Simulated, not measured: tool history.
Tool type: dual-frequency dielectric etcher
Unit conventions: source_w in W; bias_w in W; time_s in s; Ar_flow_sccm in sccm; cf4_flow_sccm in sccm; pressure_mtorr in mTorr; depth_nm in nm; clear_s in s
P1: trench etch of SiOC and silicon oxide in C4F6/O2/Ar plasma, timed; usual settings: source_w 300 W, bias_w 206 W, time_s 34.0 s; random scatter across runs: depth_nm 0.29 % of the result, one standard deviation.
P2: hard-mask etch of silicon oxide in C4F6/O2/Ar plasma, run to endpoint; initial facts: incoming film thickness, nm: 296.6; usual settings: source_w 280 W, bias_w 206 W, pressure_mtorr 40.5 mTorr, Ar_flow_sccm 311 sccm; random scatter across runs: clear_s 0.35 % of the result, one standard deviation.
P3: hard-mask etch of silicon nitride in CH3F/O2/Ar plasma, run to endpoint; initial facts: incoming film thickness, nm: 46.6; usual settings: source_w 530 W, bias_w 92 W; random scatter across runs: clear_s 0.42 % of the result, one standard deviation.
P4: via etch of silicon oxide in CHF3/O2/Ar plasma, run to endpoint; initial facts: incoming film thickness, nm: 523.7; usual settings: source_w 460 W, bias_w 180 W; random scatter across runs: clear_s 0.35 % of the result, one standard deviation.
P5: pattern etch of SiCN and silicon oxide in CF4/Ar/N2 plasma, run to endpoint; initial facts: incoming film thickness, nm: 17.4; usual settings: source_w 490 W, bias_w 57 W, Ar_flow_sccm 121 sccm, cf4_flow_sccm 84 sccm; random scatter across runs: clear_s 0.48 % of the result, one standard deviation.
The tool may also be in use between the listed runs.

run 1 hour=15.3 | process=P1 source_w=300 bias_w=206 time_s=34.0 | depth_nm=61.817
run 2 hour=26.6 | process=P5 source_w=490 bias_w=47 Ar_flow_sccm=121 cf4_flow_sccm=84 | clear_s=21.276
run 3 hour=33.9 | process=P4 source_w=460 bias_w=180 | clear_s=286.660
run 4 hour=42.1 | process=P1 source_w=170 bias_w=206 time_s=34.0 | depth_nm=49.713
run 5 hour=54.5 | process=P3 source_w=530 bias_w=130 | clear_s=47.795
run 6 hour=67.6 | process=P3 source_w=320 bias_w=92 | clear_s=65.099
run 7 hour=82.4 | process=P1 source_w=300 bias_w=139 time_s=34.0 | depth_nm=54.848
run 8 hour=90.0 | process=P1 source_w=300 bias_w=206 time_s=42.5 | depth_nm=77.358
run 9 hour=100.1 | process=P4 source_w=630 bias_w=180 | clear_s=256.630
run 10 hour=115.7 | process=P5 source_w=490 bias_w=57 Ar_flow_sccm=121 cf4_flow_sccm=105 | clear_s=19.485
run 11 hour=131.6 | process=P1 source_w=300 bias_w=206 time_s=21.5 | depth_nm=39.155
run 12 hour=140.9 | process=P2 source_w=280 bias_w=206 Ar_flow_sccm=311 pressure_mtorr=40.5 | clear_s=108.870
run 13 hour=148.2 | process=P2 source_w=280 bias_w=206 Ar_flow_sccm=311 pressure_mtorr=55.0 | clear_s=112.960
run 14 hour=164.3 | process=P5 source_w=650 bias_w=57 Ar_flow_sccm=121 cf4_flow_sccm=84 | clear_s=15.685
run 15 hour=171.6 | process=P5 source_w=490 bias_w=57 Ar_flow_sccm=75 cf4_flow_sccm=84 | clear_s=18.829
run 16 hour=178.9 | process=P1 source_w=430 bias_w=206 time_s=34.0 | depth_nm=71.365
run 17 hour=193.9 | process=P1 source_w=300 bias_w=206 time_s=34.0 | depth_nm=61.928
run 18 hour=207.3 | process=P5 source_w=490 bias_w=57 Ar_flow_sccm=121 cf4_flow_sccm=84 | clear_s=20.258
run 19 hour=216.5 | process=P5 source_w=490 bias_w=57 Ar_flow_sccm=121 cf4_flow_sccm=84 | clear_s=20.269
run 20 hour=231.4 | process=P2 source_w=280 bias_w=291 Ar_flow_sccm=311 pressure_mtorr=40.5 | clear_s=96.243
run 21 hour=242.1 | process=P4 source_w=460 bias_w=141 | clear_s=311.550
run 22 hour=252.1 | process=P1 source_w=300 bias_w=245 time_s=34.0 | depth_nm=65.810
run 23 hour=266.1 | process=P1 source_w=360 bias_w=240 time_s=34.0 | depth_nm=69.934
run 24 hour=273.3 | process=P1 source_w=300 bias_w=206 time_s=34.0 | depth_nm=62.318
run 25 hour=282.3 | process=P2 source_w=280 bias_w=206 Ar_flow_sccm=407 pressure_mtorr=40.5 | clear_s=111.330
run 26 hour=297.4 | process=P2 source_w=350 bias_w=206 Ar_flow_sccm=311 pressure_mtorr=40.5 | clear_s=99.365
run 27 hour=311.5 | process=P3 source_w=530 bias_w=92 | clear_s=53.904
run 28 hour=320.0 | process=P3 source_w=530 bias_w=92 | clear_s=53.952
run 29 hour=331.1 | process=P1 source_w=300 bias_w=206 time_s=34.0 | depth_nm=61.936
run 30 hour=346.6 | process=P1 source_w=300 bias_w=206 time_s=34.0 | depth_nm=62.207
run 31 hour=357.2 | process=P1 source_w=300 bias_w=206 time_s=34.0 | depth_nm=61.400
run 32 hour=365.5 | process=P1 source_w=300 bias_w=206 time_s=34.0 | depth_nm=60.971
run 33 hour=376.6 | process=P1 source_w=300 bias_w=206 time_s=34.0 | depth_nm=61.392
-- hour=382.4 wet clean of the chamber
run 34 hour=386.1 | process=P1 source_w=300 bias_w=206 time_s=34.0 | depth_nm=60.984
run 35 hour=394.6 | process=P1 source_w=300 bias_w=206 time_s=34.0 | depth_nm=60.910
run 36 hour=401.7 | process=P1 source_w=300 bias_w=206 time_s=34.0 | depth_nm=61.021

Compared with where it was, what P1 gives has crept away. Each cause listed below fits the log as well as the rest, at the size given for it:
A: source power that arrives under what is set, % = 4
B: bias power that arrives under what is set, % = 4.63
The gradual shift began around hour 346.6.
Ruled out, with reasons:
chamber walls in a state that lowers the etch rate, %: serviced at hour 382.4, which brought nothing back

4 check runs are offered, each on 3 wafers whose results are averaged, their results left as question marks. Which one tells the causes apart?
run check 1 hour=408.8 | process=P5 source_w=640 bias_w=57 Ar_flow_sccm=102 cf4_flow_sccm=84 | clear_s=?
run check 2 hour=408.8 | process=P2 source_w=280 bias_w=206 Ar_flow_sccm=311 pressure_mtorr=53.0 | clear_s=?
run check 3 hour=408.8 | process=P4 source_w=610 bias_w=180 | clear_s=?
run check 4 hour=408.8 | process=P3 source_w=360 bias_w=92 | clear_s=?

If the cause were each of the candidates in turn, the checks would give the following:
check=check_1 result=clear_s if_A=16.049 if_B=15.696
check=check_2 result=clear_s if_A=113.920 if_B=113.930
check=check_3 result=clear_s if_A=262.870 if_B=262.930
check=check_4 result=clear_s if_A=63.401 if_B=63.524
Minimum pairwise separation of causes per check, each pair taken at its best-separating result: check 1 2.23 %; check 2 0.01 %; check 3 0.02 %; check 4 0.19 %
Check 1 tells the causes apart: in the others they would give nearly the same result.

Check 1 was then run and gave: clear_s 15.666 s. Which cause is it?

B is the cause: bias power that arrives under what is set, %.

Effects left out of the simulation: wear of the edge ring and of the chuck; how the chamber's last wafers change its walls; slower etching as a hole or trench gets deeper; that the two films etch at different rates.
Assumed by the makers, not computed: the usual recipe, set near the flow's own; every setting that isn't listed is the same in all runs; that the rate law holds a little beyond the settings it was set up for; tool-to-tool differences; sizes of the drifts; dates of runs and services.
